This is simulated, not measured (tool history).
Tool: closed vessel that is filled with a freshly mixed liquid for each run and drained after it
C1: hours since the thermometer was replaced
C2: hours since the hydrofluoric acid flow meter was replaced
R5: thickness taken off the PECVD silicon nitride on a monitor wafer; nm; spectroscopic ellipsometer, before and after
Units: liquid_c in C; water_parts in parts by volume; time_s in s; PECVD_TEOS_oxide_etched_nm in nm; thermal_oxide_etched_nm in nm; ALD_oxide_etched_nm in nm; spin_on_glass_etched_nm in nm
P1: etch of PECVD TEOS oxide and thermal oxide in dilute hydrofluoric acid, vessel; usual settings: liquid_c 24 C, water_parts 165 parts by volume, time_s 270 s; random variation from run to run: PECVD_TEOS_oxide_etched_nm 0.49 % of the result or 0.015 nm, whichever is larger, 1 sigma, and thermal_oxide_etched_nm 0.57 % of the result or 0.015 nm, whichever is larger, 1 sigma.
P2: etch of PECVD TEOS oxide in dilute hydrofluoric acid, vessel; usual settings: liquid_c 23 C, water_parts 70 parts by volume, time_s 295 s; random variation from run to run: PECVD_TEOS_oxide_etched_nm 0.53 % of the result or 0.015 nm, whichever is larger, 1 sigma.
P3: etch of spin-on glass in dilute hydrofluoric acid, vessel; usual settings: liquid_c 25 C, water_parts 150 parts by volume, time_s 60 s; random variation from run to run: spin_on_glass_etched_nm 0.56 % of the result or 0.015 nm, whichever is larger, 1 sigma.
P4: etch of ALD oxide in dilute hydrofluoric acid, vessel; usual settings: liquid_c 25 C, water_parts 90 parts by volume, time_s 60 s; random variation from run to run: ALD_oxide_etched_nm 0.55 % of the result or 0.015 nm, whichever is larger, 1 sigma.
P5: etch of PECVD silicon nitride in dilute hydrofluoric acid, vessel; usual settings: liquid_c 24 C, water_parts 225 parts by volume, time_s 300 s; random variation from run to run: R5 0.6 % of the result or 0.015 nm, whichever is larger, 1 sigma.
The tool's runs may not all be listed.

{"run": 1, "hour": 12.9, "process": "P1", "liquid_c": 24, "water_parts": 165, "time_s": 270, "C1": 1870.8, "C2": 742.4, "PECVD_TEOS_oxide_etched_nm": 43.873, "thermal_oxide_etched_nm": 7.6631}
{"run": 2, "hour": 29.1, "process": "P2", "liquid_c": 23, "water_parts": 70, "time_s": 505, "C1": 1887, "C2": 758.6, "PECVD_TEOS_oxide_etched_nm": 91.907}
{"run": 3, "hour": 37.6, "process": "P1", "liquid_c": 24, "water_parts": 290, "time_s": 45, "C1": 1895.5, "C2": 767.1, "PECVD_TEOS_oxide_etched_nm": 3.6316, "thermal_oxide_etched_nm": 0.60648}
{"run": 4, "hour": 46.2, "process": "P1", "liquid_c": 24, "water_parts": 75, "time_s": 270, "C1": 1904.1, "C2": 775.7, "PECVD_TEOS_oxide_etched_nm": 106.62, "thermal_oxide_etched_nm": 18.627}
{"run": 5, "hour": 62.0, "process": "P2", "liquid_c": 17, "water_parts": 70, "time_s": 295, "C1": 1919.9, "C2": 791.5, "PECVD_TEOS_oxide_etched_nm": 41.988}
{"run": 6, "hour": 72.3, "process": "P1", "liquid_c": 24, "water_parts": 165, "time_s": 270, "C1": 1930.2, "C2": 801.8, "PECVD_TEOS_oxide_etched_nm": 43.529, "thermal_oxide_etched_nm": 7.5173}
{"run": 7, "hour": 88.5, "process": "P4", "liquid_c": 25, "water_parts": 150, "time_s": 60, "C1": 1946.4, "C2": 818, "ALD_oxide_etched_nm": 8.9113}
{"run": 8, "hour": 102.7, "process": "P4", "liquid_c": 25, "water_parts": 90, "time_s": 60, "C1": 1960.6, "C2": 832.2, "ALD_oxide_etched_nm": 15.872}
{"run": 9, "hour": 115.3, "process": "P3", "liquid_c": 20.5, "water_parts": 150, "time_s": 60, "C1": 1973.2, "C2": 844.8, "spin_on_glass_etched_nm": 9.0321}
{"run": 10, "hour": 124.6, "process": "P1", "liquid_c": 28, "water_parts": 255, "time_s": 270, "C1": 1982.5, "C2": 854.1, "PECVD_TEOS_oxide_etched_nm": 29.426, "thermal_oxide_etched_nm": 5.112}
{"run": 11, "hour": 140.4, "process": "P4", "liquid_c": 25, "water_parts": 90, "time_s": 30, "C1": 1998.3, "C2": 869.9, "ALD_oxide_etched_nm": 8.0371}
{"run": 12, "hour": 155.0, "process": "P1", "liquid_c": 24, "water_parts": 165, "time_s": 270, "C1": 2012.9, "C2": 884.5, "PECVD_TEOS_oxide_etched_nm": 43.682, "thermal_oxide_etched_nm": 7.5384}
{"run": 13, "hour": 168.9, "process": "P5", "liquid_c": 24, "water_parts": 225, "time_s": 70, "C1": 2026.8, "C2": 898.4, "R5": 1.3313}
{"run": 14, "hour": 180.3, "process": "P1", "liquid_c": 18, "water_parts": 165, "time_s": 270, "C1": 2038.2, "C2": 909.8, "PECVD_TEOS_oxide_etched_nm": 34.547, "thermal_oxide_etched_nm": 5.9687}
{"run": 15, "hour": 188.9, "process": "P5", "liquid_c": 24, "water_parts": 55, "time_s": 300, "C1": 2046.8, "C2": 918.4, "R5": 22.904}
{"run": 16, "hour": 197.9, "process": "P1", "liquid_c": 24, "water_parts": 165, "time_s": 490, "C1": 2055.8, "C2": 927.4, "PECVD_TEOS_oxide_etched_nm": 78.698, "thermal_oxide_etched_nm": 13.756}
{"run": 17, "hour": 212.3, "process": "P4", "liquid_c": 17.5, "water_parts": 90, "time_s": 60, "C1": 2070.2, "C2": 941.8, "ALD_oxide_etched_nm": 11.744}
{"run": 18, "hour": 224.5, "process": "P1", "liquid_c": 24, "water_parts": 165, "time_s": 270, "C1": 2082.4, "C2": 954, "PECVD_TEOS_oxide_etched_nm": 43.734, "thermal_oxide_etched_nm": 7.5302}
{"run": 19, "hour": 238.2, "process": "P3", "liquid_c": 25, "water_parts": 150, "time_s": 85, "C1": 2096.1, "C2": 967.7, "spin_on_glass_etched_nm": 15.258}

Forecast run 20:
{"run": 20, "hour": 248.9, "process": "P5", "liquid_c": 17, "water_parts": 225, "time_s": 300, "C1": 2106.8, "C2": 978.4, "R5": "?"}

Run 20 gave R5 3.6172 nm.
